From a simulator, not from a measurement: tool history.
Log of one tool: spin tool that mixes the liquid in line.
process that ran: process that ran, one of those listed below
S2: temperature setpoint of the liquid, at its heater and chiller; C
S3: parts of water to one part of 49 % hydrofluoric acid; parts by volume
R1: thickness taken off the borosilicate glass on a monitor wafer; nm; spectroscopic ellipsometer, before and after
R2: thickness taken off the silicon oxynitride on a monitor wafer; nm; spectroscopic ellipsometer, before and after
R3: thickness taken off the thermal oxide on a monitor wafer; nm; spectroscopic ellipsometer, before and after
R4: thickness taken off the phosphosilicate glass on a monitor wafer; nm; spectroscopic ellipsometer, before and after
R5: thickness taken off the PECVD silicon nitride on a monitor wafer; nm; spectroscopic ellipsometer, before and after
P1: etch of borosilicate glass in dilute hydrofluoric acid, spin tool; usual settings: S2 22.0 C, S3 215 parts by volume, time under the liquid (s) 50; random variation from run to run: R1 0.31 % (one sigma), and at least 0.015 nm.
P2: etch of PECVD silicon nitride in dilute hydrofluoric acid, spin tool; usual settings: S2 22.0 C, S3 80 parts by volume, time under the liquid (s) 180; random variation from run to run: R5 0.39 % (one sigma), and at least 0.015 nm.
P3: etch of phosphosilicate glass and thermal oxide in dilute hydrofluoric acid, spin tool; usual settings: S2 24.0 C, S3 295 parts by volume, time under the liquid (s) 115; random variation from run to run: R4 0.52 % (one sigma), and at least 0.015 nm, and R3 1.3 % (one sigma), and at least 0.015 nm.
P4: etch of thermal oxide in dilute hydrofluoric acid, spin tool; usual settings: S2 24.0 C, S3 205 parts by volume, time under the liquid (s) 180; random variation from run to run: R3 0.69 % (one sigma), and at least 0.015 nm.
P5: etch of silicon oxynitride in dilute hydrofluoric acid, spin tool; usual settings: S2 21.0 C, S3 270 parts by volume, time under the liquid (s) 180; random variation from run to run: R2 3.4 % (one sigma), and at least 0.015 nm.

{"run": 1, "hour": 16.2, "process that ran": "P1", "S2": 22.0, "S3": 215, "time under the liquid (s)": 50, "R1": 8.4804}
{"run": 2, "hour": 24.7, "process that ran": "P1", "S2": 22.0, "S3": 215, "time under the liquid (s)": 50, "R1": 8.5292}
{"run": 3, "hour": 33.4, "process that ran": "P5", "S2": 21.0, "S3": 270, "time under the liquid (s)": 180, "R2": 0.74905}
{"run": 4, "hour": 44.5, "process that ran": "P4", "S2": 24.0, "S3": 205, "time under the liquid (s)": 180, "R3": 3.7585}
{"run": 5, "hour": 58.4, "process that ran": "P1", "S2": 22.0, "S3": 115, "time under the liquid (s)": 95, "R1": 33.656}
{"run": 6, "hour": 73.1, "process that ran": "P1", "S2": 22.0, "S3": 35, "time under the liquid (s)": 50, "R1": 64.322}
{"run": 7, "hour": 83.4, "process that ran": "P4", "S2": 19.0, "S3": 205, "time under the liquid (s)": 180, "R3": 3.1138}
{"run": 8, "hour": 98.7, "process that ran": "P3", "S2": 24.0, "S3": 295, "time under the liquid (s)": 30, "R3": 0.41008, "R4": 6.5533}
{"run": 9, "hour": 109.8, "process that ran": "P1", "S2": 26.5, "S3": 215, "time under the liquid (s)": 25, "R1": 5.0127}
{"run": 10, "hour": 125.8, "process that ran": "P1", "S2": 26.0, "S3": 215, "time under the liquid (s)": 50, "R1": 9.9637}
{"run": 11, "hour": 137.0, "process that ran": "P5", "S2": 28.5, "S3": 270, "time under the liquid (s)": 180, "R2": 1.0194}
{"run": 12, "hour": 153.6, "process that ran": "P5", "S2": 21.0, "S3": 270, "time under the liquid (s)": 265, "R2": 1.0957}
{"run": 13, "hour": 167.9, "process that ran": "P3", "S2": 17.0, "S3": 295, "time under the liquid (s)": 115, "R3": 1.1974, "R4": 19.519}
{"run": 14, "hour": 178.1, "process that ran": "P1", "S2": 22.0, "S3": 350, "time under the liquid (s)": 50, "R1": 4.5864}
{"run": 15, "hour": 189.1, "process that ran": "P1", "S2": 22.0, "S3": 215, "time under the liquid (s)": 95, "R1": 16.234}
{"run": 16, "hour": 196.7, "process that ran": "P4", "S2": 24.0, "S3": 205, "time under the liquid (s)": 90, "R3": 1.8986}
{"run": 17, "hour": 206.2, "process that ran": "P1", "S2": 22.0, "S3": 215, "time under the liquid (s)": 50, "R1": 8.5277}
{"run": 18, "hour": 217.7, "process that ran": "P2", "S2": 22.0, "S3": 20, "time under the liquid (s)": 180, "R5": 22.179}
{"run": 19, "hour": 232.0, "process that ran": "P1", "S2": 17.0, "S3": 215, "time under the liquid (s)": 50, "R1": 7.0407}
{"run": 20, "hour": 244.0, "process that ran": "P1", "S2": 22.0, "S3": 215, "time under the liquid (s)": 30, "R1": 5.1278}
{"run": 21, "hour": 254.3, "process that ran": "P2", "S2": 22.0, "S3": 80, "time under the liquid (s)": 320, "R5": 10.123}
{"hour": 261.6, "done": "hydrofluoric acid flow meter replaced"}
{"run": 22, "hour": 267.6, "process that ran": "P2", "S2": 22.0, "S3": 80, "time under the liquid (s)": 180, "R5": 5.7847}
{"run": 23, "hour": 276.7, "process that ran": "P3", "S2": 24.0, "S3": 295, "time under the liquid (s)": 115, "R3": 1.538, "R4": 25.184}
{"run": 24, "hour": 291.3, "process that ran": "P3", "S2": 24.0, "S3": 95, "time under the liquid (s)": 115, "R3": 6.0147, "R4": 96.901}
{"run": 25, "hour": 302.0, "process that ran": "P5", "S2": 21.0, "S3": 455, "time under the liquid (s)": 180, "R2": 0.39965}
{"run": 26, "hour": 310.9, "process that ran": "P4", "S2": 24.0, "S3": 370, "time under the liquid (s)": 180, "R3": 1.8168}
{"run": 27, "hour": 327.0, "process that ran": "P2", "S2": 28.5, "S3": 80, "time under the liquid (s)": 180, "R5": 8.7763}
{"run": 28, "hour": 337.4, "process that ran": "P2", "S2": 22.0, "S3": 80, "time under the liquid (s)": 180, "R5": 5.7537}
{"run": 29, "hour": 345.5, "process that ran": "P1", "S2": 22.0, "S3": 215, "time under the liquid (s)": 50, "R1": 8.5443}
{"run": 30, "hour": 356.4, "process that ran": "P1", "S2": 22.0, "S3": 215, "time under the liquid (s)": 50, "R1": 8.49}
{"run": 31, "hour": 372.3, "process that ran": "P1", "S2": 22.0, "S3": 215, "time under the liquid (s)": 50, "R1": 8.3041}
{"run": 32, "hour": 387.7, "process that ran": "P1", "S2": 22.0, "S3": 215, "time under the liquid (s)": 50, "R1": 8.1577}
{"run": 33, "hour": 395.6, "process that ran": "P1", "S2": 22.0, "S3": 215, "time under the liquid (s)": 50, "R1": 8.1418}
{"run": 34, "hour": 404.3, "process that ran": "P1", "S2": 22.0, "S3": 215, "time under the liquid (s)": 50, "R1": 8.0955}
{"run": 35, "hour": 421.0, "process that ran": "P1", "S2": 22.0, "S3": 215, "time under the liquid (s)": 50, "R1": 8.0295}
{"run": 36, "hour": 435.5, "process that ran": "P1", "S2": 22.0, "S3": 215, "time under the liquid (s)": 50, "R1": 8.0157}
{"run": 37, "hour": 450.9, "process that ran": "P1", "S2": 22.0, "S3": 215, "time under the liquid (s)": 50, "R1": 8.064}
{"run": 38, "hour": 466.9, "process that ran": "P1", "S2": 22.0, "S3": 215, "time under the liquid (s)": 50, "R1": 7.9755}
{"run": 39, "hour": 482.0, "process that ran": "P1", "S2": 22.0, "S3": 215, "time under the liquid (s)": 50, "R1": 7.9693}

What P1 gives has crept away from where it was. These 2 causes fit the log equally well, each at the size given:
A: hydrofluoric acid flow below the setpoint (%) = 5.26
B: liquid colder than its thermometer reads (K) = 1.75
The creep began at about hour 356.4.

4 check runs are offered, one wafer each, their results left as question marks. Which one tells the causes apart?
{"run": "check 1", "hour": 497.1, "process that ran": "P2", "S2": 27.5, "S3": 80, "time under the liquid (s)": 180, "R5": "?"}
{"run": "check 2", "hour": 497.1, "process that ran": "P3", "S2": 20.0, "S3": 295, "time under the liquid (s)": 115, "R3": "?", "R4": "?"}
{"run": "check 3", "hour": 497.1, "process that ran": "P4", "S2": 19.0, "S3": 335, "time under the liquid (s)": 180, "R3": "?"}
{"run": "check 4", "hour": 497.1, "process that ran": "P5", "S2": 25.0, "S3": 270, "time under the liquid (s)": 250, "R2": "?"}

What each check would give under each cause:
check=check_1 result=R5 if_A=7.8330 if_B=7.3749
check=check_2 result=R3 if_A=1.25920 if_B=1.26410
check=check_2 result=R4 if_A=20.4770 if_B=20.5560
check=check_3 result=R3 if_A=1.59140 if_B=1.60020
check=check_4 result=R2 if_A=1.14210 if_B=1.13040
How far apart the two closest causes lie, in the result that separates them most: check 1 6.03 %; check 2 0.39 %; check 3 0.55 %; check 4 1.04 %
Check 1 tells the causes apart: in the others they would give nearly the same result.

Check 1 was then run and gave: R5 7.8286 nm. Which cause is it?

It is A: hydrofluoric acid flow below the setpoint (%).
